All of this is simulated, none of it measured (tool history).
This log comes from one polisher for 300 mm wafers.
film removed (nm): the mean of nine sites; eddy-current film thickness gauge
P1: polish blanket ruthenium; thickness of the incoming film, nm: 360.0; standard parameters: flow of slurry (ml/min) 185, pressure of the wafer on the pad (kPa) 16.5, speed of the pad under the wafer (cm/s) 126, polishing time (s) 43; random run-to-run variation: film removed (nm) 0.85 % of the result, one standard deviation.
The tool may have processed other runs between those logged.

run  hour  flow of slurry (ml/min)  pressure of the wafer on the pad (kPa)  speed of the pad under the wafer (cm/s)  polishing time (s)  wafers polished on this pad  hours since the slurry nozzle was cleaned  hours since the head pressure was calibrated  film removed (nm)
  1   6.4                      185                                    16.5                                      126                  43                          288                                      194.0                                         632.9             58.950
  2  11.1                      185                                    16.5                                       56                  43                          341                                      198.7                                         637.6             26.488
  3  17.4                      185                                    16.5                                      126                  43                          413                                      205.0                                         643.9             59.378
  4  24.1                      185                                    16.5                                      126                  43                          488                                      211.7                                         650.6             58.687
  5  28.4                      185                                    16.5                                      126                  22                          537                                      216.0                                         654.9             29.985
  6  33.1                      185                                    16.5                                      178                  43                          590                                      220.7                                         659.6             84.222
  7  39.0                      185                                    16.5                                      126                  43                          657                                      226.6                                         665.5             58.891
  8  44.7                      185                                    16.5                                      126                  43                          721                                      232.3                                         671.2             60.039
  9  49.5                      285                                    16.5                                      126                  24                          775                                      237.1                                         676.0             34.681
 10  53.6                      185                                    16.5                                      126                  43                          822                                      241.2                                         680.1             58.636
 11  61.6                      185                                    16.5                                      126                  66                          912                                      249.2                                         688.1             91.016
 12  66.9                      125                                    16.5                                      126                  29                          972                                      254.5                                         693.4             37.344
 13  74.2                      185                                    16.5                                      126                  43                         1055                                      261.8                                         700.7             58.924
 14  81.5                      185                                    25.5                                      126                  43                         1137                                      269.1                                         708.0             90.616
 15  85.5                      185                                    24.1                                      126                  29                         1182                                      273.1                                         712.0             57.508
     90.5  -- slurry nozzle cleaned
 16  92.7                      110                                    16.5                                      126                  43                         1264                                        2.3                                         719.2             53.721
 17  99.2                      185                                     9.0                                      126                  43                         1337                                        8.8                                         725.7             31.906

Predict the results of run 18:
 18  106.0                      255                                    16.5                                      126                  43                         1414                                       15.6                                         732.5                  ?

Run 18 yielded film removed (nm) 61.567.
